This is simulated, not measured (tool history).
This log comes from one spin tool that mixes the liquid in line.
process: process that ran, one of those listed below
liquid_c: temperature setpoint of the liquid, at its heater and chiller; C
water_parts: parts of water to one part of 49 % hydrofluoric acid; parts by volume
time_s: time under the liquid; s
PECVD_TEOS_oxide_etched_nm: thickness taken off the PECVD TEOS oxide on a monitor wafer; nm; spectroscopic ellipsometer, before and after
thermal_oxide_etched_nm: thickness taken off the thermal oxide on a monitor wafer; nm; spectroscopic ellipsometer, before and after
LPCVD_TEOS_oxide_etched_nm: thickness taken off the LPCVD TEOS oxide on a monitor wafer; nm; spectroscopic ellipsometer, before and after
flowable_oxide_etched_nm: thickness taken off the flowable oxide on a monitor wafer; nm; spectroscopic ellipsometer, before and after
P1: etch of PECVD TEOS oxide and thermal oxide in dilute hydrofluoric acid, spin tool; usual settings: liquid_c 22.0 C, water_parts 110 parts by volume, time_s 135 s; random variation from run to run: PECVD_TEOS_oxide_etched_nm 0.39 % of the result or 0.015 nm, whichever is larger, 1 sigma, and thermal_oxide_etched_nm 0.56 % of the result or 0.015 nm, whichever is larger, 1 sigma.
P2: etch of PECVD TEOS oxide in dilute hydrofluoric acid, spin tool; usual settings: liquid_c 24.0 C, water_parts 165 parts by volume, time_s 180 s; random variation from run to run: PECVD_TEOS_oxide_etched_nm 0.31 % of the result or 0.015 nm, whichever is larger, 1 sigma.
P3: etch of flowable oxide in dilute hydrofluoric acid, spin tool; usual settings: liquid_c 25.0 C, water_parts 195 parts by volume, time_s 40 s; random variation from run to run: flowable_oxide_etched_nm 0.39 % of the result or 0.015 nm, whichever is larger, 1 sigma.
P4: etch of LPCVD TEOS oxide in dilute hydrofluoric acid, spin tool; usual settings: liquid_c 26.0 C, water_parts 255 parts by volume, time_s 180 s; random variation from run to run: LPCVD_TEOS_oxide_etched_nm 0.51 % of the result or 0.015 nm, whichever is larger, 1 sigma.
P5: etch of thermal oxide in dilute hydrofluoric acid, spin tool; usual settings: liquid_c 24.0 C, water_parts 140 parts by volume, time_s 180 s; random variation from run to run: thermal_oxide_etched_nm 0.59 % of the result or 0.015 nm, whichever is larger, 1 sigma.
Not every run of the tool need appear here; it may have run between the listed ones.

Run 1, hour 16.7: process P1, liquid_c 22.0 C, water_parts 110 parts by volume, time_s 135 s. Result: PECVD_TEOS_oxide_etched_nm 16.50100 nm, thermal_oxide_etched_nm 5.0738 nm.
Run 2, hour 32.3: process P4, liquid_c 26.0 C, water_parts 255 parts by volume, time_s 180 s. Result: LPCVD_TEOS_oxide_etched_nm 21.320 nm.
Run 3, hour 39.8: process P2, liquid_c 24.0 C, water_parts 165 parts by volume, time_s 15 s. Result: PECVD_TEOS_oxide_etched_nm 0.76002 nm.
Run 4, hour 48.5: process P1, liquid_c 22.0 C, water_parts 45 parts by volume, time_s 135 s. Result: PECVD_TEOS_oxide_etched_nm 43.27900 nm, thermal_oxide_etched_nm 13.5210 nm.
Run 5, hour 57.8: process P4, liquid_c 26.0 C, water_parts 255 parts by volume, time_s 180 s. Result: LPCVD_TEOS_oxide_etched_nm 21.415 nm.
Run 6, hour 72.8: process P1, liquid_c 22.0 C, water_parts 110 parts by volume, time_s 135 s. Result: PECVD_TEOS_oxide_etched_nm 16.39000 nm, thermal_oxide_etched_nm 5.1222 nm.
Run 7, hour 88.6: process P1, liquid_c 22.0 C, water_parts 190 parts by volume, time_s 135 s. Result: PECVD_TEOS_oxide_etched_nm 8.74870 nm, thermal_oxide_etched_nm 2.7147 nm.
Run 8, hour 103.3: process P1, liquid_c 30.0 C, water_parts 110 parts by volume, time_s 135 s. Result: PECVD_TEOS_oxide_etched_nm 22.39500 nm, thermal_oxide_etched_nm 6.9946 nm.
Run 9, hour 114.8: process P3, liquid_c 33.5 C, water_parts 195 parts by volume, time_s 40 s. Result: flowable_oxide_etched_nm 18.2860 nm.
Run 10, hour 127.7: process P1, liquid_c 22.0 C, water_parts 110 parts by volume, time_s 135 s. Result: PECVD_TEOS_oxide_etched_nm 16.41600 nm, thermal_oxide_etched_nm 5.1282 nm.
Run 11, hour 143.7: process P2, liquid_c 24.0 C, water_parts 45 parts by volume, time_s 180 s. Result: PECVD_TEOS_oxide_etched_nm 38.07500 nm.
Run 12, hour 152.7: process P4, liquid_c 26.0 C, water_parts 255 parts by volume, time_s 290 s. Result: LPCVD_TEOS_oxide_etched_nm 34.442 nm.
Run 13, hour 163.7: process P4, liquid_c 26.0 C, water_parts 440 parts by volume, time_s 180 s. Result: LPCVD_TEOS_oxide_etched_nm 10.305 nm.
Run 14, hour 180.8: process P1, liquid_c 22.0 C, water_parts 110 parts by volume, time_s 250 s. Result: PECVD_TEOS_oxide_etched_nm 30.28700 nm, thermal_oxide_etched_nm 9.3941 nm.
Run 15, hour 192.1: process P2, liquid_c 24.0 C, water_parts 165 parts by volume, time_s 180 s. Result: PECVD_TEOS_oxide_etched_nm 8.95950 nm.
Run 16, hour 206.9: process P1, liquid_c 17.5 C, water_parts 110 parts by volume, time_s 135 s. Result: PECVD_TEOS_oxide_etched_nm 13.81600 nm, thermal_oxide_etched_nm 4.2599 nm.
Run 17, hour 214.5: process P1, liquid_c 22.0 C, water_parts 110 parts by volume, time_s 135 s. Result: PECVD_TEOS_oxide_etched_nm 16.28500 nm, thermal_oxide_etched_nm 5.0235 nm.
Run 18, hour 230.1: process P5, liquid_c 24.0 C, water_parts 220 parts by volume, time_s 180 s. Result: thermal_oxide_etched_nm 3.3930 nm.
Run 19, hour 246.5: process P5, liquid_c 24.0 C, water_parts 140 parts by volume, time_s 360 s. Result: thermal_oxide_etched_nm 11.4880 nm.
Run 20, hour 260.4: process P1, liquid_c 22.0 C, water_parts 110 parts by volume, time_s 135 s. Result: PECVD_TEOS_oxide_etched_nm 16.38300 nm, thermal_oxide_etched_nm 5.1925 nm.
Run 21, hour 273.7: process P4, liquid_c 34.0 C, water_parts 255 parts by volume, time_s 180 s. Result: LPCVD_TEOS_oxide_etched_nm 27.828 nm.
Run 22, hour 291.0: process P3, liquid_c 25.0 C, water_parts 195 parts by volume, time_s 40 s. Result: flowable_oxide_etched_nm 13.4610 nm.
Run 23, hour 302.3: process P5, liquid_c 24.0 C, water_parts 140 parts by volume, time_s 180 s. Result: thermal_oxide_etched_nm 5.8097 nm.
Run 24, hour 317.0: process P3, liquid_c 25.0 C, water_parts 195 parts by volume, time_s 15 s. Result: flowable_oxide_etched_nm 5.0308 nm.
Run 25, hour 330.7: process P2, liquid_c 32.5 C, water_parts 165 parts by volume, time_s 180 s. Result: PECVD_TEOS_oxide_etched_nm 12.18900 nm.
Run 26, hour 346.7: process P3, liquid_c 25.0 C, water_parts 35 parts by volume, time_s 40 s. Result: flowable_oxide_etched_nm 91.9080 nm.
At hour 353.9: hydrofluoric acid flow meter replaced.
Run 27, hour 356.5: process P1, liquid_c 22.0 C, water_parts 110 parts by volume, time_s 135 s. Result: PECVD_TEOS_oxide_etched_nm 16.41500 nm, thermal_oxide_etched_nm 5.0905 nm.
Run 28, hour 367.6: process P1, liquid_c 25.5 C, water_parts 165 parts by volume, time_s 135 s. Result: PECVD_TEOS_oxide_etched_nm 11.74300 nm, thermal_oxide_etched_nm 3.6548 nm.
Run 29, hour 375.5: process P1, liquid_c 22.0 C, water_parts 110 parts by volume, time_s 30 s. Result: PECVD_TEOS_oxide_etched_nm 3.63360 nm, thermal_oxide_etched_nm 1.1394 nm.
Run 30, hour 383.0: process P5, liquid_c 32.0 C, water_parts 140 parts by volume, time_s 180 s. Result: thermal_oxide_etched_nm 7.8609 nm.
Run 31, hour 396.9: process P1, liquid_c 22.0 C, water_parts 110 parts by volume, time_s 135 s. Result: PECVD_TEOS_oxide_etched_nm 16.51900 nm, thermal_oxide_etched_nm 5.1091 nm.
Run 32, hour 413.5: process P1, liquid_c 22.0 C, water_parts 110 parts by volume, time_s 135 s. Result: PECVD_TEOS_oxide_etched_nm 16.84300 nm, thermal_oxide_etched_nm 5.2199 nm.
Run 33, hour 427.9: process P1, liquid_c 22.0 C, water_parts 110 parts by volume, time_s 135 s. Result: PECVD_TEOS_oxide_etched_nm 17.01800 nm, thermal_oxide_etched_nm 5.3101 nm.
Run 34, hour 436.8: process P1, liquid_c 22.0 C, water_parts 110 parts by volume, time_s 135 s. Result: PECVD_TEOS_oxide_etched_nm 17.10300 nm, thermal_oxide_etched_nm 5.2908 nm.
Run 35, hour 448.0: process P1, liquid_c 22.0 C, water_parts 110 parts by volume, time_s 135 s. Result: PECVD_TEOS_oxide_etched_nm 17.15000 nm, thermal_oxide_etched_nm 5.3082 nm.

For run 36, what comes out?
Run 36, hour 464.6: process P1, liquid_c 22.0 C, water_parts 110 parts by volume, time_s 135 s. Result: PECVD_TEOS_oxide_etched_nm ?, thermal_oxide_etched_nm ?.

PECVD_TEOS_oxide_etched_nm: 17.31000 nm
thermal_oxide_etched_nm: 5.3909 nm
